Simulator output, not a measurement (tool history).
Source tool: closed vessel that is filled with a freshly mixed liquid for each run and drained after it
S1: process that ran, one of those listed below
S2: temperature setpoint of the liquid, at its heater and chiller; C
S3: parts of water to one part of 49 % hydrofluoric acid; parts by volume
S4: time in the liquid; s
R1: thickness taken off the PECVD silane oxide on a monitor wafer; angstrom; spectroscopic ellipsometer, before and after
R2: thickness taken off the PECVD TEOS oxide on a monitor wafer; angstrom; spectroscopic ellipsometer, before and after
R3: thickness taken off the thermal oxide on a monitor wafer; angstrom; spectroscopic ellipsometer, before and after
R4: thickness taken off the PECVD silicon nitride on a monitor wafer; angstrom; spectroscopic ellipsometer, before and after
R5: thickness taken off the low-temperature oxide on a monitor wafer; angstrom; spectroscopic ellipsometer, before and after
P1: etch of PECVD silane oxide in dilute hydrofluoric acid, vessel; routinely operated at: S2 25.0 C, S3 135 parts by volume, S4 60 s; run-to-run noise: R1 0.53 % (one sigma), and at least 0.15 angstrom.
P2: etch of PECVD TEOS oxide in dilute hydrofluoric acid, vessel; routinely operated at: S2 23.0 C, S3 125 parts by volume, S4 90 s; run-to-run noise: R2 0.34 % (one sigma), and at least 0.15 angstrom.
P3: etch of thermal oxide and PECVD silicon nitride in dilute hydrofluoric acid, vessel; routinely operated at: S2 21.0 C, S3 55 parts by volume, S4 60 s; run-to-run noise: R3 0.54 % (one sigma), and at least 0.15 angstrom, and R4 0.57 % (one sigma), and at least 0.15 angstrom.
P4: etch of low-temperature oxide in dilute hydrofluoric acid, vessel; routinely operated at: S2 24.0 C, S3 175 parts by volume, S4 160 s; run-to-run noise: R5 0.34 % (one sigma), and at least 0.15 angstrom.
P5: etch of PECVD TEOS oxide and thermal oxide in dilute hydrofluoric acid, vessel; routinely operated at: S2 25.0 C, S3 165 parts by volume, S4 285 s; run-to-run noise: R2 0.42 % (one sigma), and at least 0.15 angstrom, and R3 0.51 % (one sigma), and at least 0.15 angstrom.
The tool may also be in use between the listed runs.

run,hour,S1,S2,S3,S4,R1,R2,R3,R4,R5
1,8.9,P1,25.0,135,60,219.19,,,,
2,20.6,P1,25.0,135,60,219.11,,,,
3,28.3,P1,25.0,135,60,218.80,,,,
4,36.8,P1,19.5,75,60,338.67,,,,
5,45.0,P1,25.0,135,60,217.76,,,,
6,55.1,P2,23.0,125,90,,150.57,,,
7,65.7,P3,21.0,55,90,,,72.825,63.196,
8,76.6,P5,25.0,230,285,,315.28,52.067,,
9,86.5,P2,29.5,125,90,,190.76,,,
10,93.8,P4,24.0,175,160,,,,,200.180
11,102.2,P3,17.0,55,60,,,40.855,32.385,
12,108.7,P1,25.0,135,95,340.53,,,,
13,118.0,P1,25.0,45,60,733.19,,,,
14,125.3,P5,25.0,165,285,,475.21,78.628,,
15,136.8,P1,25.0,135,60,218.94,,,,
16,143.9,P5,32.0,165,285,,610.51,102.070,,
17,151.7,P4,24.0,175,160,,,,,199.400
18,158.0,P3,21.0,55,60,,,49.127,42.397,
19,163.9,P1,25.0,185,60,149.02,,,,
20,169.5,P1,30.0,135,30,131.76,,,,
21,182.1,P5,25.0,165,450,,750.06,125.270,,
22,191.7,P4,24.0,30,160,,,,,1395.800
23,202.5,P1,25.0,135,60,217.46,,,,
24,213.1,P2,23.0,60,90,,334.71,,,
25,222.2,P1,21.0,135,60,184.56,,,,
26,229.4,P1,25.0,135,35,127.63,,,,
27,239.3,P2,23.0,125,155,,259.57,,,
28,246.3,P1,25.0,135,60,218.46,,,,
29,252.7,P2,23.0,125,90,,149.72,,,
30,263.9,P4,24.0,175,30,,,,,37.537
31,273.1,P4,28.0,175,160,,,,,232.860
32,283.2,P3,21.0,55,60,,,49.124,42.256,
33,289.1,P1,31.5,135,60,278.13,,,,
34,298.3,P3,21.0,20,60,,,140.730,110.250,
35,307.6,P5,25.0,165,285,,474.00,79.394,,
36,315.3,P1,25.0,135,60,217.19,,,,
37,325.1,P1,25.0,135,60,208.58,,,,
38,331.5,P1,25.0,135,60,203.85,,,,
39,341.3,P1,25.0,135,60,200.28,,,,
40,354.0,P1,25.0,135,60,199.69,,,,
41,365.0,P1,25.0,135,60,200.49,,,,
42,374.8,P1,25.0,135,60,200.72,,,,

The output of P1 has drifted from where it used to be. Each of the 2 causes below, taken at the size shown beside it, accounts for the log equally well:
A: liquid colder than its thermometer reads (K) = 2.32
B: hydrofluoric acid flow below the setpoint (%) = 7.4
Creep in the process output first set in at about hour 315.3.

Consider the 4 single-wafer check runs listed below, results given as question marks: which one distinguishes between the causes by giving clearly different results for each?
check 1,384.6,P5,25.0,165,285,,?,?,,
check 2,384.6,P3,21.0,55,60,,,?,?,
check 3,384.6,P4,24.0,175,160,,,,,?
check 4,384.6,P2,23.0,125,90,,?,,,

If the cause were each of the candidates in turn, the checks would give the following:
check,result,if A,if B
check 1,R2,435.62,433.89
check 1,R3,72.157,71.870
check 2,R3,44.143,44.855
check 2,R4,35.932,39.157
check 3,R5,183.620,182.900
check 4,R2,136.48,137.00
How far apart the two closest causes lie, in the result that separates them most: check 1 0.4 %; check 2 8.6 %; check 3 0.39 %; check 4 0.38 %
Check 2 is the one run that separates the causes; every other check would come out nearly the same whichever cause is at work.

Check 2 was then run and gave: R3 45.521 angstrom; R4 39.450 angstrom. Which cause is it?

It was cause B: hydrofluoric acid flow below the setpoint (%).
